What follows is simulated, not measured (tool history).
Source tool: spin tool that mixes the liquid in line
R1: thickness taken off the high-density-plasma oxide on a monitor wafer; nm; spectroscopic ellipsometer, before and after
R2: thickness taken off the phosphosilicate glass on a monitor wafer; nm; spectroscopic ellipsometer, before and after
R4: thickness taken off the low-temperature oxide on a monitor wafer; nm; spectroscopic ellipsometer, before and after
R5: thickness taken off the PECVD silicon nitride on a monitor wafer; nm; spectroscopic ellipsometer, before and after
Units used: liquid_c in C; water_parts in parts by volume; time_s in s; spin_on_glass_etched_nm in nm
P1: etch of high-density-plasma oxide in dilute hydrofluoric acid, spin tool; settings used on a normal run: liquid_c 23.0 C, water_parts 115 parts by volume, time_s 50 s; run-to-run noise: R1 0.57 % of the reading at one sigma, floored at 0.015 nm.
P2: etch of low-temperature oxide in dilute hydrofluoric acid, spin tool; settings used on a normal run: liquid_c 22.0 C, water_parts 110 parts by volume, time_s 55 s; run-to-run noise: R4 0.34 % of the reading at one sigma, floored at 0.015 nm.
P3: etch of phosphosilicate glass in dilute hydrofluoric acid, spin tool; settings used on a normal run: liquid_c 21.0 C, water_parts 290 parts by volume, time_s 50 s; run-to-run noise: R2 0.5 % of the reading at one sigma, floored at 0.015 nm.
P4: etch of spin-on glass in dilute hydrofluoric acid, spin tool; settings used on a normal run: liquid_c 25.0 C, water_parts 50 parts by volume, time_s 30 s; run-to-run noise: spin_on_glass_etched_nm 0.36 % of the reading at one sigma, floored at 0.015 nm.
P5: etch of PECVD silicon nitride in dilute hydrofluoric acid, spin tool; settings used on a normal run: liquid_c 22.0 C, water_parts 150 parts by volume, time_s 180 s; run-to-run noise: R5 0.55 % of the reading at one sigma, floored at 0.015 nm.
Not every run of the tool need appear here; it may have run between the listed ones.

Run 1, day 0.229: process P1, liquid_c 23.0 C, water_parts 115 parts by volume, time_s 50 s. Result: R1 4.7676 nm.
Run 2, day 0.417: process P3, liquid_c 21.0 C, water_parts 125 parts by volume, time_s 50 s. Result: R2 38.6240 nm.
Run 3, day 0.658: process P4, liquid_c 25.0 C, water_parts 50 parts by volume, time_s 30 s. Result: spin_on_glass_etched_nm 25.515 nm.
Run 4, day 0.812: process P1, liquid_c 17.0 C, water_parts 115 parts by volume, time_s 85 s. Result: R1 6.2346 nm.
Run 5, day 1.054: process P2, liquid_c 26.0 C, water_parts 110 parts by volume, time_s 55 s. Result: R4 7.8992 nm.
Run 6, day 1.229: process P1, liquid_c 17.0 C, water_parts 115 parts by volume, time_s 50 s. Result: R1 3.5937 nm.
Run 7, day 1.392: process P5, liquid_c 22.0 C, water_parts 60 parts by volume, time_s 180 s. Result: R5 11.1450 nm.
Run 8, day 1.550: process P3, liquid_c 21.0 C, water_parts 290 parts by volume, time_s 15 s. Result: R2 4.1672 nm.
Run 9, day 1.700: process P1, liquid_c 23.0 C, water_parts 60 parts by volume, time_s 50 s. Result: R1 9.5346 nm.
Run 10, day 1.862: process P1, liquid_c 23.0 C, water_parts 175 parts by volume, time_s 50 s. Result: R1 2.8789 nm.
Run 11, day 2.083: process P4, liquid_c 31.5 C, water_parts 50 parts by volume, time_s 30 s. Result: spin_on_glass_etched_nm 33.151 nm.
Run 12, day 2.271: process P1, liquid_c 28.5 C, water_parts 115 parts by volume, time_s 85 s. Result: R1 9.8840 nm.
Run 13, day 2.550: process P2, liquid_c 22.0 C, water_parts 110 parts by volume, time_s 55 s. Result: R4 6.7264 nm.
Run 14, day 2.721: process P5, liquid_c 22.0 C, water_parts 150 parts by volume, time_s 180 s. Result: R5 4.6116 nm.
Run 15, day 2.950: process P3, liquid_c 21.0 C, water_parts 290 parts by volume, time_s 50 s. Result: R2 13.9480 nm.
Run 16, day 3.204: process P1, liquid_c 23.0 C, water_parts 115 parts by volume, time_s 50 s. Result: R1 4.6872 nm.
Run 17, day 3.375: process P3, liquid_c 17.0 C, water_parts 290 parts by volume, time_s 50 s. Result: R2 12.1120 nm.
At day 3.546: hydrofluoric acid flow meter replaced.
Run 18, day 3.558: process P4, liquid_c 25.0 C, water_parts 30 parts by volume, time_s 30 s. Result: spin_on_glass_etched_nm 44.024 nm.
Run 19, day 3.846: process P1, liquid_c 28.0 C, water_parts 115 parts by volume, time_s 50 s. Result: R1 5.6968 nm.
Run 20, day 4.133: process P1, liquid_c 23.0 C, water_parts 115 parts by volume, time_s 15 s. Result: R1 1.4360 nm.
Run 21, day 4.346: process P5, liquid_c 22.0 C, water_parts 150 parts by volume, time_s 60 s. Result: R5 1.5324 nm.
Run 22, day 4.612: process P2, liquid_c 22.0 C, water_parts 110 parts by volume, time_s 100 s. Result: R4 12.2330 nm.
Run 23, day 4.808: process P1, liquid_c 23.0 C, water_parts 115 parts by volume, time_s 50 s. Result: R1 4.7224 nm.
Run 24, day 4.983: process P5, liquid_c 28.0 C, water_parts 150 parts by volume, time_s 180 s. Result: R5 6.7924 nm.
Run 25, day 5.208: process P4, liquid_c 25.0 C, water_parts 50 parts by volume, time_s 15 s. Result: spin_on_glass_etched_nm 12.769 nm.
Run 26, day 5.342: process P4, liquid_c 25.0 C, water_parts 50 parts by volume, time_s 30 s. Result: spin_on_glass_etched_nm 25.555 nm.
Run 27, day 5.562: process P5, liquid_c 22.0 C, water_parts 150 parts by volume, time_s 180 s. Result: R5 4.5628 nm.
Run 28, day 5.833: process P1, liquid_c 17.0 C, water_parts 195 parts by volume, time_s 50 s. Result: R1 1.9872 nm.
Run 29, day 6.062: process P1, liquid_c 23.0 C, water_parts 115 parts by volume, time_s 90 s. Result: R1 8.4128 nm.
Run 30, day 6.225: process P2, liquid_c 22.0 C, water_parts 20 parts by volume, time_s 55 s. Result: R4 41.4040 nm.
Run 31, day 6.512: process P1, liquid_c 23.0 C, water_parts 115 parts by volume, time_s 50 s. Result: R1 4.6311 nm.
Run 32, day 6.808: process P1, liquid_c 23.0 C, water_parts 115 parts by volume, time_s 50 s. Result: R1 4.6683 nm.
Run 33, day 7.067: process P1, liquid_c 23.0 C, water_parts 115 parts by volume, time_s 50 s. Result: R1 4.6586 nm.
Run 34, day 7.292: process P1, liquid_c 23.0 C, water_parts 115 parts by volume, time_s 50 s. Result: R1 4.5245 nm.
Run 35, day 7.579: process P1, liquid_c 23.0 C, water_parts 115 parts by volume, time_s 50 s. Result: R1 4.4995 nm.
Run 36, day 7.792: process P1, liquid_c 23.0 C, water_parts 115 parts by volume, time_s 50 s. Result: R1 4.4512 nm.
Run 37, day 8.042: process P1, liquid_c 23.0 C, water_parts 115 parts by volume, time_s 50 s. Result: R1 4.4344 nm.
Run 38, day 8.196: process P1, liquid_c 23.0 C, water_parts 115 parts by volume, time_s 50 s. Result: R1 4.4379 nm.
Run 39, day 8.383: process P1, liquid_c 23.0 C, water_parts 115 parts by volume, time_s 50 s. Result: R1 4.4207 nm.

What P1 gives has crept off from where it sat before. The 2 causes that follow fit the log equally well, each at the size noted:
A: hydrofluoric acid flow below the setpoint (%) = 5.04
B: liquid colder than its thermometer reads (K) = 1.48
Onset of the creep was near day 7.067.

Listed below are the offered check runs, one wafer per run, with question marks in place of results. For which of them would the causes give clearly different outcomes?
Run check 1, day 8.571: process P4, liquid_c 25.0 C, water_parts 50 parts by volume, time_s 30 s. Result: spin_on_glass_etched_nm ?.
Run check 2, day 8.571: process P3, liquid_c 21.0 C, water_parts 290 parts by volume, time_s 50 s. Result: R2 ?.
Run check 3, day 8.571: process P2, liquid_c 22.0 C, water_parts 110 parts by volume, time_s 55 s. Result: R4 ?.
Run check 4, day 8.571: process P5, liquid_c 22.0 C, water_parts 150 parts by volume, time_s 180 s. Result: R5 ?.

If the cause were each of the candidates in turn, the checks would give the following:
  check                   result     if A     if B
check 1  spin_on_glass_etched_nm   24.227   24.093
check 2                       R2  13.1570  13.3110
check 3                       R4   6.3647   6.3567
check 4                       R5   4.3452   4.1455
Distance between the nearest two causes, measured in the result of the check that separates them most: check 1 0.55 %; check 2 1.16 %; check 3 0.13 %; check 4 4.7 %
Check 4 distinguishes between the causes, while the remaining checks would return nearly the same result for all of them.

Here is what check 4 returned: R5 4.1661 nm. Which cause is it?

The cause is B: liquid colder than its thermometer reads (K).
